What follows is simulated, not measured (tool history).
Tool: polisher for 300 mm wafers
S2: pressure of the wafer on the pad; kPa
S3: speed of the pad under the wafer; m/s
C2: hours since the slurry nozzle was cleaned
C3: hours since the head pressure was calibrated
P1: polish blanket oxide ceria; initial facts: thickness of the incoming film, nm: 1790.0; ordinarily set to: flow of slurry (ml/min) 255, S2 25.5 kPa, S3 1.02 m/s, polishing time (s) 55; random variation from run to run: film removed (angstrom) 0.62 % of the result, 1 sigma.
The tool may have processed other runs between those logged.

run 1 hour=5.1 | flow_of_slurry_(ml/min)=255 S2=25.5 S3=1.02 polishing_time_(s)=55 | wafers_polished_on_this_pad=522 C2=526 C3=665.6 | film_removed_(angstrom)=2597.3
run 2 hour=12.1 | flow_of_slurry_(ml/min)=255 S2=25.5 S3=1.6 polishing_time_(s)=55 | wafers_polished_on_this_pad=611 C2=533 C3=672.6 | film_removed_(angstrom)=4092
run 3 hour=17.9 | flow_of_slurry_(ml/min)=325 S2=25.5 S3=1.02 polishing_time_(s)=55 | wafers_polished_on_this_pad=685 C2=538.8 C3=678.4 | film_removed_(angstrom)=2650.8
run 4 hour=22.1 | flow_of_slurry_(ml/min)=255 S2=25.5 S3=0.48 polishing_time_(s)=55 | wafers_polished_on_this_pad=738 C2=543 C3=682.6 | film_removed_(angstrom)=1214.8
run 5 hour=29.2 | flow_of_slurry_(ml/min)=255 S2=25.5 S3=1.02 polishing_time_(s)=55 | wafers_polished_on_this_pad=828 C2=550.1 C3=689.7 | film_removed_(angstrom)=2578.3
-- hour=36 slurry nozzle cleaned
run 6 hour=37.3 | flow_of_slurry_(ml/min)=255 S2=25.5 S3=1.02 polishing_time_(s)=55 | wafers_polished_on_this_pad=931 C2=1.4 C3=697.8 | film_removed_(angstrom)=2585.7
run 7 hour=44.1 | flow_of_slurry_(ml/min)=255 S2=25.5 S3=1.02 polishing_time_(s)=55 | wafers_polished_on_this_pad=1017 C2=8.2 C3=704.6 | film_removed_(angstrom)=2605.2
-- hour=48 head pressure recalibrated
run 8 hour=48.6 | flow_of_slurry_(ml/min)=255 S2=25.5 S3=1.02 polishing_time_(s)=83 | wafers_polished_on_this_pad=1074 C2=12.7 C3=0.6 | film_removed_(angstrom)=3877.7
run 9 hour=55 | flow_of_slurry_(ml/min)=155 S2=25.5 S3=1.02 polishing_time_(s)=55 | wafers_polished_on_this_pad=1155 C2=19.1 C3=7 | film_removed_(angstrom)=2396.5
run 10 hour=59.2 | flow_of_slurry_(ml/min)=255 S2=25.5 S3=1.02 polishing_time_(s)=55 | wafers_polished_on_this_pad=1209 C2=23.3 C3=11.2 | film_removed_(angstrom)=2579.3
run 11 hour=63.8 | flow_of_slurry_(ml/min)=255 S2=33.8 S3=1.02 polishing_time_(s)=77 | wafers_polished_on_this_pad=1267 C2=27.9 C3=15.8 | film_removed_(angstrom)=4803.3
run 12 hour=67.5 | flow_of_slurry_(ml/min)=255 S2=39.3 S3=1.02 polishing_time_(s)=55 | wafers_polished_on_this_pad=1314 C2=31.6 C3=19.5 | film_removed_(angstrom)=3982
run 13 hour=75.2 | flow_of_slurry_(ml/min)=255 S2=25.5 S3=1.02 polishing_time_(s)=55 | wafers_polished_on_this_pad=1412 C2=39.3 C3=27.2 | film_removed_(angstrom)=2604.7
run 14 hour=79.5 | flow_of_slurry_(ml/min)=255 S2=14.5 S3=1.02 polishing_time_(s)=55 | wafers_polished_on_this_pad=1466 C2=43.6 C3=31.5 | film_removed_(angstrom)=1465.8
run 15 hour=83.2 | flow_of_slurry_(ml/min)=255 S2=25.5 S3=1.02 polishing_time_(s)=26 | wafers_polished_on_this_pad=1513 C2=47.3 C3=35.2 | film_removed_(angstrom)=1235.1
run 16 hour=90.2 | flow_of_slurry_(ml/min)=255 S2=25.5 S3=1.02 polishing_time_(s)=55 | wafers_polished_on_this_pad=1602 C2=54.3 C3=42.2 | film_removed_(angstrom)=2558.9
run 17 hour=95.3 | flow_of_slurry_(ml/min)=255 S2=25.5 S3=1.02 polishing_time_(s)=55 | wafers_polished_on_this_pad=1667 C2=59.4 C3=47.3 | film_removed_(angstrom)=2533.4
run 18 hour=101.9 | flow_of_slurry_(ml/min)=255 S2=25.5 S3=1.02 polishing_time_(s)=55 | wafers_polished_on_this_pad=1750 C2=66 C3=53.9 | film_removed_(angstrom)=2509.2
run 19 hour=110.4 | flow_of_slurry_(ml/min)=255 S2=25.5 S3=1.02 polishing_time_(s)=55 | wafers_polished_on_this_pad=1858 C2=74.5 C3=62.4 | film_removed_(angstrom)=2492.4
run 20 hour=116.6 | flow_of_slurry_(ml/min)=255 S2=25.5 S3=1.02 polishing_time_(s)=55 | wafers_polished_on_this_pad=1937 C2=80.7 C3=68.6 | film_removed_(angstrom)=2467.2
-- hour=119.1 head pressure recalibrated
run 21 hour=121.5 | flow_of_slurry_(ml/min)=255 S2=25.5 S3=1.02 polishing_time_(s)=55 | wafers_polished_on_this_pad=1999 C2=85.6 C3=2.4 | film_removed_(angstrom)=2461.7
run 22 hour=128.3 | flow_of_slurry_(ml/min)=255 S2=25.5 S3=1.02 polishing_time_(s)=55 | wafers_polished_on_this_pad=2085 C2=92.4 C3=9.2 | film_removed_(angstrom)=2443.9
run 23 hour=136.2 | flow_of_slurry_(ml/min)=255 S2=25.5 S3=1.02 polishing_time_(s)=55 | wafers_polished_on_this_pad=2185 C2=100.3 C3=17.1 | film_removed_(angstrom)=2420.9
run 24 hour=144.4 | flow_of_slurry_(ml/min)=255 S2=25.5 S3=1.02 polishing_time_(s)=55 | wafers_polished_on_this_pad=2289 C2=108.5 C3=25.3 | film_removed_(angstrom)=2427.7
run 25 hour=152.4 | flow_of_slurry_(ml/min)=255 S2=25.5 S3=1.02 polishing_time_(s)=55 | wafers_polished_on_this_pad=2391 C2=116.5 C3=33.3 | film_removed_(angstrom)=2432.7
run 26 hour=159.8 | flow_of_slurry_(ml/min)=255 S2=25.5 S3=1.02 polishing_time_(s)=55 | wafers_polished_on_this_pad=2485 C2=123.9 C3=40.7 | film_removed_(angstrom)=2433

What P1 gives has crept away from where it was. These 2 causes fit the log equally well, each at the size given:
A: slurry flow missing at the pad, % = 38.7
B: removal rate lost through wear of the pad, % = 6.27
The onset of the drift is placed at about hour 90.2.
Each remaining cause and why it is not a fit:
head's pressure below its setpoint, %: its service at hour 119.1 followed the start of the drift and did not put the process back to its old value

You are offered 4 check runs, listed below with question marks in place of their results; each one averages 2 wafers. Which run separates the listed causes by giving clearly different results for each?
run check 1 hour=167.2 | flow_of_slurry_(ml/min)=255 S2=25.5 S3=1.34 polishing_time_(s)=42 | film_removed_(angstrom)=?
run check 2 hour=167.2 | flow_of_slurry_(ml/min)=255 S2=25.5 S3=1.6 polishing_time_(s)=78 | film_removed_(angstrom)=?
run check 3 hour=167.2 | flow_of_slurry_(ml/min)=255 S2=19.3 S3=1.02 polishing_time_(s)=27 | film_removed_(angstrom)=?
run check 4 hour=167.2 | flow_of_slurry_(ml/min)=155 S2=25.5 S3=1.38 polishing_time_(s)=55 | film_removed_(angstrom)=?

How each check would come out, cause by cause:
check=check_1 result=film_removed_(angstrom) if_A=2435.8 if_B=2435.8
check=check_2 result=film_removed_(angstrom) if_A=5401.4 if_B=5401.3
check=check_3 result=film_removed_(angstrom) if_A=902.02 if_B=901.99
check=check_4 result=film_removed_(angstrom) if_A=2961.1 if_B=3074.7
How far apart the two closest causes lie, in the result that separates them most: check 1 0 %; check 2 0 %; check 3 0 %; check 4 3.77 %
Check 4 is the one run that separates the causes; every other check would come out nearly the same whichever cause is at work.

With check 4 done, the readings were: film removed (angstrom) 3072. Identify which of the listed causes applies.

It was cause B: removal rate lost through wear of the pad, %.
